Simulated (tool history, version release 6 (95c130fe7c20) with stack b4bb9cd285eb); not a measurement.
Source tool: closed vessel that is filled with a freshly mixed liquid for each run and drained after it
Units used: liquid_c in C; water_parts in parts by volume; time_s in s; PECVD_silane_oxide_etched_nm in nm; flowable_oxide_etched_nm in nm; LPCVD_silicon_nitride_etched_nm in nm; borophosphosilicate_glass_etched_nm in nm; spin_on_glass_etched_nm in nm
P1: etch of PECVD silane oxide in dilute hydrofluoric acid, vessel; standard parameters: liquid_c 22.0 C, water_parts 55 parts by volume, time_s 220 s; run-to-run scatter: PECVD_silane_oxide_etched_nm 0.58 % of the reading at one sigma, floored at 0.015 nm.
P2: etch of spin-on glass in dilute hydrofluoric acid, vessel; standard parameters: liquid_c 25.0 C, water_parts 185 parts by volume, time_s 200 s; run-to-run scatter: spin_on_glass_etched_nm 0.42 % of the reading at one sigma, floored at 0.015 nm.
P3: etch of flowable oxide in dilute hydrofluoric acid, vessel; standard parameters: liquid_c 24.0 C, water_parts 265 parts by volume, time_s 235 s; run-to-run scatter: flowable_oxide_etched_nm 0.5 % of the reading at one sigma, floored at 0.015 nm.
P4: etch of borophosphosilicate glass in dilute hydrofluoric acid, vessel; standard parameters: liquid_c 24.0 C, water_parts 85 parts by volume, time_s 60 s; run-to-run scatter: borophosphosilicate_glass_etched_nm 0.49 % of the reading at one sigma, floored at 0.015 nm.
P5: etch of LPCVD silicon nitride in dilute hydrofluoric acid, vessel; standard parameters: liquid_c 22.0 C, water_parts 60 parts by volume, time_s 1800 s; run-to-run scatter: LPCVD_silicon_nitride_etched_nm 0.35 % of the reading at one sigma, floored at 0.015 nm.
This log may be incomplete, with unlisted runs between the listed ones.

| run | hour | process | liquid_c | water_parts | time_s | PECVD_silane_oxide_etched_nm | flowable_oxide_etched_nm | LPCVD_silicon_nitride_etched_nm | borophosphosilicate_glass_etched_nm | spin_on_glass_etched_nm |
|---|---|---|---|---|---|---|---|---|---|---|
| 1 | 4.4 | P1 | 22.0 | 55 | 220 | 58.436 |  |  |  |  |
| 2 | 9.3 | P3 | 24.0 | 265 | 235 |  | 22.798 |  |  |  |
| 3 | 16.7 | P5 | 22.0 | 60 | 1800 |  |  | 13.0900 |  |  |
| 4 | 23.7 | P4 | 24.0 | 85 | 60 |  |  |  | 32.810 |  |
| 5 | 30.5 | P2 | 25.0 | 185 | 200 |  |  |  |  | 29.288 |
| 6 | 36.0 | P1 | 22.0 | 55 | 120 | 32.220 |  |  |  |  |
| 7 | 41.6 | P2 | 25.0 | 185 | 200 |  |  |  |  | 29.531 |
| 8 | 47.6 | P1 | 22.0 | 55 | 220 | 58.582 |  |  |  |  |
| 9 | 53.5 | P1 | 22.0 | 55 | 220 | 59.019 |  |  |  |  |
| 10 | 63.0 | P3 | 24.0 | 265 | 365 |  | 35.385 |  |  |  |
| 11 | 70.2 | P1 | 22.0 | 20 | 220 | 168.080 |  |  |  |  |
| 12 | 76.0 | P1 | 17.0 | 90 | 220 | 28.124 |  |  |  |  |
| 13 | 80.4 | P2 | 20.5 | 185 | 200 |  |  |  |  | 24.895 |
| 14 | 86.1 | P4 | 24.0 | 85 | 60 |  |  |  | 32.602 |  |
| 15 | 94.8 | P4 | 17.0 | 85 | 60 |  |  |  | 24.591 |  |
| 16 | 99.4 | P5 | 22.0 | 25 | 1800 |  |  | 30.5350 |  |  |
| 17 | 104.1 | P1 | 22.0 | 55 | 220 | 58.792 |  |  |  |  |
| 18 | 108.7 | P1 | 17.5 | 55 | 220 | 48.907 |  |  |  |  |
| 19 | 113.5 | P1 | 22.0 | 55 | 220 | 59.042 |  |  |  |  |
| 20 | 118.9 | P2 | 25.0 | 185 | 390 |  |  |  |  | 57.293 |
| 21 | 128.0 | P3 | 24.0 | 265 | 235 |  | 22.812 |  |  |  |
| 22 | 132.4 | P4 | 24.0 | 45 | 60 |  |  |  | 64.907 |  |
| 23 | 141.5 | P3 | 24.0 | 45 | 235 |  | 171.490 |  |  |  |
| 24 | 150.5 | P1 | 22.0 | 55 | 340 | 90.854 |  |  |  |  |
| 25 | 157.7 | P2 | 25.0 | 45 | 200 |  |  |  |  | 143.590 |
| 26 | 166.6 | P5 | 17.0 | 60 | 1800 |  |  | 9.2717 |  |  |
| 27 | 173.8 | P1 | 28.0 | 55 | 220 | 74.826 |  |  |  |  |
| 28 | 180.5 | P1 | 22.0 | 100 | 220 | 30.964 |  |  |  |  |
| 29 | 185.3 | P5 | 22.0 | 60 | 1800 |  |  | 13.1010 |  |  |
| 30 | 193.8 | P1 | 22.0 | 25 | 115 | 70.896 |  |  |  |  |
| 31 | 199.6 | P4 | 24.0 | 85 | 30 |  |  |  | 16.274 |  |
| 32 | 207.2 | P5 | 22.0 | 60 | 270 |  |  | 1.9640 |  |  |
| 33 | 216.1 | P3 | 17.0 | 265 | 235 |  | 17.578 |  |  |  |
| 34 | 221.8 | P1 | 22.0 | 55 | 220 | 59.078 |  |  |  |  |
| 35 | 230.0 | P1 | 22.0 | 55 | 220 | 57.144 |  |  |  |  |
| 36 | 235.8 | P1 | 22.0 | 55 | 220 | 56.587 |  |  |  |  |
| 37 | 242.4 | P1 | 22.0 | 55 | 220 | 54.913 |  |  |  |  |
| 38 | 249.3 | P1 | 22.0 | 55 | 220 | 54.896 |  |  |  |  |
| 39 | 255.5 | P1 | 22.0 | 55 | 220 | 54.952 |  |  |  |  |

Forecast run 40:
| 40 | 264.8 | P1 | 22.0 | 55 | 220 | ? |  |  |  |  |

{"run 40": {"PECVD_silane_oxide_etched_nm": 54.655}}

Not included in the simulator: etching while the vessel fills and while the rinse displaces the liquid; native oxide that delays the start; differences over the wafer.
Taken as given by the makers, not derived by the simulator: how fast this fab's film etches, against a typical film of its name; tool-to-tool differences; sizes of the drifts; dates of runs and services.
